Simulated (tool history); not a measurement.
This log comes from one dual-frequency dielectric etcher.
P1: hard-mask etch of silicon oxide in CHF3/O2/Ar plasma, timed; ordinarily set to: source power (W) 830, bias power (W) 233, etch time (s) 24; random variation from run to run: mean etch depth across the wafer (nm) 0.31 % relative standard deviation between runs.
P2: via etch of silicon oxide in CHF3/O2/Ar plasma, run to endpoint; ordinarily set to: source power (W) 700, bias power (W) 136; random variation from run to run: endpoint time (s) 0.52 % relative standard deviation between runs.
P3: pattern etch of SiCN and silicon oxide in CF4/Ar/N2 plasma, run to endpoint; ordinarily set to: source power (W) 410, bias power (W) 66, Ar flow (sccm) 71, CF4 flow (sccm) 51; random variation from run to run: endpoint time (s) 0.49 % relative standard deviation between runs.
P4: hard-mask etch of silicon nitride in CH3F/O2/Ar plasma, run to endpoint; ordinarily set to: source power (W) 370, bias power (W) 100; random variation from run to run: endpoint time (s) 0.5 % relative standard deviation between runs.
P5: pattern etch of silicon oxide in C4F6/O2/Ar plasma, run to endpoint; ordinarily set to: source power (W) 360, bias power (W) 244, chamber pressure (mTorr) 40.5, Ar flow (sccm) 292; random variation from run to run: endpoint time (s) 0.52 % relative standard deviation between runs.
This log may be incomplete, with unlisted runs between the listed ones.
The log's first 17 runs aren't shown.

run	hour	process that ran	source power (W)	bias power (W)	etch time (s)	Ar flow (sccm)	CF4 flow (sccm)	chamber pressure (mTorr)	hours since the last wet clean	hours since the last source power generator calibration	hours since the last bias power generator calibration	mean etch depth across the wafer (nm)	endpoint time (s)
18	89.6	P1	830	233	24				358.2	908	772.2	57.769	
19	95.3	P1	830	161	24				363.9	913.7	777.9	50.844	
20	100.1	P4	370	100					368.7	918.5	782.7		48.328
21	106.7	P1	830	233	24				375.3	925.1	789.3	57.841	
22	112	P1	830	233	18				380.6	930.4	794.6	43.329	
23	115.3	P2	700	136					383.9	933.7	797.9		401.71
24	121.5	P1	1140	233	24				390.1	939.9	804.1	65.14	
25	127.7	P3	410	66		71	51		396.3	946.1	810.3		12.388
26	134.1	P3	410	79		71	51		402.7	952.5	816.7		11.773
27	139.9	P1	830	233	24				408.5	958.3	822.5	58.044	
28	146.2	P1	830	233	24				414.8	964.6	828.8	57.58	
29	149.9	P1	830	233	24				418.5	968.3	832.5	57.901	
30	155	P4	440	100					423.6	973.4	837.6		45.613
31	159.8	P3	410	66		47	51		428.4	978.2	842.4		11.835
32	165.9	P1	830	233	24				434.5	984.3	848.5	57.907	
33	172.3	P1	830	233	24				440.9	990.7	854.9	58.204	
34	178.4	P1	830	233	24				447	996.8	861	58.705	
35	182.6	P1	830	233	24				451.2	1001	865.2	58.458	
# hour 183.4: wet clean of the chamber
36	188.5	P1	830	233	24				5.2	1006.9	871.1	59.026	
37	192.9	P1	830	233	24				9.6	1011.3	875.5	58.502	

Run 38, settings as shown, results not yet in. Your forecast:
38	199.5	P1	830	233	24				16.2	1017.9	882.1	?	

Run 38 yielded mean etch depth across the wafer (nm) 58.76.
